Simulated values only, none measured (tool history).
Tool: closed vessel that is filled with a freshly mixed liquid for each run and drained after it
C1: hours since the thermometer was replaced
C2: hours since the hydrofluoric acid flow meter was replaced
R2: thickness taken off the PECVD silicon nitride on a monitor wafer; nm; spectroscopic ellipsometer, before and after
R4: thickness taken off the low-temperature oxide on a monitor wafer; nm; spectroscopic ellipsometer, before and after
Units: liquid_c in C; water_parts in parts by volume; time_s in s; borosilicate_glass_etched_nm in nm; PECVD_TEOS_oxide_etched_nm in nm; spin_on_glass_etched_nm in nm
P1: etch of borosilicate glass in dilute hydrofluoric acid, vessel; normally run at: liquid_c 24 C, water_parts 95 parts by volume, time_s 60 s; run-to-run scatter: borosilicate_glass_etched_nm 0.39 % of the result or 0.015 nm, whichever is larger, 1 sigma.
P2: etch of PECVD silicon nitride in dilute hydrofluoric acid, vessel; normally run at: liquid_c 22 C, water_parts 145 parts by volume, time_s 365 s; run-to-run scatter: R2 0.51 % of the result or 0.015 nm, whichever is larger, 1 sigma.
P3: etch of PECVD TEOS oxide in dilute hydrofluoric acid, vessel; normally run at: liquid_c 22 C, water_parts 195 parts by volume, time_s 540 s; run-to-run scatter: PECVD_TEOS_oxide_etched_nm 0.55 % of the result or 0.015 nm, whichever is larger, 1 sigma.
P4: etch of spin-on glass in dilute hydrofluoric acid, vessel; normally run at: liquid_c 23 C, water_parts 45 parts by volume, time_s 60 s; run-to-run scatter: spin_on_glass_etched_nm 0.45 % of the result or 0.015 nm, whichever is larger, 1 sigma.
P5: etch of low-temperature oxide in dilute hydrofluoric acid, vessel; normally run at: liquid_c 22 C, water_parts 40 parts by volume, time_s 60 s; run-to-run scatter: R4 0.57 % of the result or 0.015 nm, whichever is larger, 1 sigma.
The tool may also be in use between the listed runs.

Run 1, hour 3.9: process P1, liquid_c 24 C, water_parts 95 parts by volume, time_s 60 s; C1 291.8; C2 1115.7. Result: borosilicate_glass_etched_nm 21.671 nm.
Run 2, hour 7.6: process P1, liquid_c 24 C, water_parts 95 parts by volume, time_s 60 s; C1 295.5; C2 1119.4. Result: borosilicate_glass_etched_nm 21.49 nm.
Run 3, hour 14.1: process P1, liquid_c 24 C, water_parts 95 parts by volume, time_s 30 s; C1 302; C2 1125.9. Result: borosilicate_glass_etched_nm 10.816 nm.
Run 4, hour 20.6: process P2, liquid_c 22 C, water_parts 145 parts by volume, time_s 365 s; C1 308.5; C2 1132.4. Result: R2 5.8124 nm.
Run 5, hour 24.8: process P3, liquid_c 22 C, water_parts 195 parts by volume, time_s 65 s; C1 312.7; C2 1136.6. Result: PECVD_TEOS_oxide_etched_nm 4.7755 nm.
Run 6, hour 29.9: process P1, liquid_c 24 C, water_parts 160 parts by volume, time_s 60 s; C1 317.8; C2 1141.7. Result: borosilicate_glass_etched_nm 11.96 nm.
Run 7, hour 37.5: process P1, liquid_c 31.5 C, water_parts 95 parts by volume, time_s 60 s; C1 325.4; C2 1149.3. Result: borosilicate_glass_etched_nm 28.612 nm.
Run 8, hour 41.7: process P2, liquid_c 22 C, water_parts 145 parts by volume, time_s 135 s; C1 329.6; C2 1153.5. Result: R2 2.153 nm.
Run 9, hour 45.4: process P1, liquid_c 24 C, water_parts 45 parts by volume, time_s 60 s; C1 333.3; C2 1157.2. Result: borosilicate_glass_etched_nm 48.736 nm.
Run 10, hour 50.3: process P5, liquid_c 22 C, water_parts 70 parts by volume, time_s 60 s; C1 338.2; C2 1162.1. Result: R4 13.382 nm.
Run 11, hour 55: process P2, liquid_c 30 C, water_parts 145 parts by volume, time_s 365 s; C1 342.9; C2 1166.8. Result: R2 9.7836 nm.
Run 12, hour 62.9: process P1, liquid_c 24 C, water_parts 95 parts by volume, time_s 60 s; C1 350.8; C2 1174.7. Result: borosilicate_glass_etched_nm 21.61 nm.
Run 13, hour 67.9: process P1, liquid_c 27.5 C, water_parts 95 parts by volume, time_s 100 s; C1 355.8; C2 1179.7. Result: borosilicate_glass_etched_nm 41.144 nm.
Run 14, hour 74.1: process P5, liquid_c 22 C, water_parts 40 parts by volume, time_s 60 s; C1 362; C2 1185.9. Result: R4 24.292 nm.
Run 15, hour 79.8: process P1, liquid_c 24 C, water_parts 95 parts by volume, time_s 60 s; C1 367.7; C2 1191.6. Result: borosilicate_glass_etched_nm 21.507 nm.
Run 16, hour 83.7: process P2, liquid_c 22 C, water_parts 220 parts by volume, time_s 365 s; C1 371.6; C2 1195.5. Result: R2 3.8699 nm.
Run 17, hour 87.9: process P3, liquid_c 17 C, water_parts 195 parts by volume, time_s 540 s; C1 375.8; C2 1199.7. Result: PECVD_TEOS_oxide_etched_nm 32.629 nm.
Run 18, hour 95.6: process P4, liquid_c 18.5 C, water_parts 45 parts by volume, time_s 60 s; C1 383.5; C2 1207.4. Result: spin_on_glass_etched_nm 35.97 nm.
At hour 98.6: hydrofluoric acid flow meter replaced.
Run 19, hour 100.2: process P5, liquid_c 18.5 C, water_parts 40 parts by volume, time_s 60 s; C1 388.1; C2 1.6. Result: R4 20.91 nm.
Run 20, hour 103.7: process P1, liquid_c 27.5 C, water_parts 155 parts by volume, time_s 60 s; C1 391.6; C2 5.1. Result: borosilicate_glass_etched_nm 14.014 nm.
Run 21, hour 109: process P3, liquid_c 22 C, water_parts 195 parts by volume, time_s 540 s; C1 396.9; C2 10.4. Result: PECVD_TEOS_oxide_etched_nm 39.867 nm.
Run 22, hour 116.6: process P1, liquid_c 24 C, water_parts 95 parts by volume, time_s 60 s; C1 404.5; C2 18. Result: borosilicate_glass_etched_nm 21.498 nm.
Run 23, hour 121.3: process P4, liquid_c 23 C, water_parts 45 parts by volume, time_s 30 s; C1 409.2; C2 22.7. Result: spin_on_glass_etched_nm 21.63 nm.
Run 24, hour 127.2: process P1, liquid_c 17 C, water_parts 95 parts by volume, time_s 60 s; C1 415.1; C2 28.6. Result: borosilicate_glass_etched_nm 16.234 nm.
Run 25, hour 130.8: process P5, liquid_c 22 C, water_parts 40 parts by volume, time_s 90 s; C1 418.7; C2 32.2. Result: R4 36.263 nm.
Run 26, hour 135.2: process P1, liquid_c 24 C, water_parts 95 parts by volume, time_s 115 s; C1 423.1; C2 36.6. Result: borosilicate_glass_etched_nm 41.425 nm.
Run 27, hour 138.9: process P4, liquid_c 23 C, water_parts 45 parts by volume, time_s 60 s; C1 426.8; C2 40.3. Result: spin_on_glass_etched_nm 43.224 nm.
Run 28, hour 143.6: process P3, liquid_c 22 C, water_parts 355 parts by volume, time_s 540 s; C1 431.5; C2 45. Result: PECVD_TEOS_oxide_etched_nm 18.517 nm.
Run 29, hour 149.2: process P5, liquid_c 22 C, water_parts 40 parts by volume, time_s 60 s; C1 437.1; C2 50.6. Result: R4 24.494 nm.
Run 30, hour 153.7: process P1, liquid_c 24 C, water_parts 95 parts by volume, time_s 60 s; C1 441.6; C2 55.1. Result: borosilicate_glass_etched_nm 21.532 nm.
Run 31, hour 159: process P1, liquid_c 30 C, water_parts 135 parts by volume, time_s 60 s; C1 446.9; C2 60.4. Result: borosilicate_glass_etched_nm 18.024 nm.
Run 32, hour 166.2: process P4, liquid_c 23 C, water_parts 20 parts by volume, time_s 60 s; C1 454.1; C2 67.6. Result: spin_on_glass_etched_nm 100.24 nm.
Run 33, hour 171.3: process P4, liquid_c 23 C, water_parts 45 parts by volume, time_s 60 s; C1 459.2; C2 72.7. Result: spin_on_glass_etched_nm 43.384 nm.

Run 34 comes next. What will it give?
Run 34, hour 177.7: process P1, liquid_c 24 C, water_parts 95 parts by volume, time_s 60 s; C1 465.6; C2 79.1. Result: borosilicate_glass_etched_nm ?.

borosilicate_glass_etched_nm: 21.437 nm
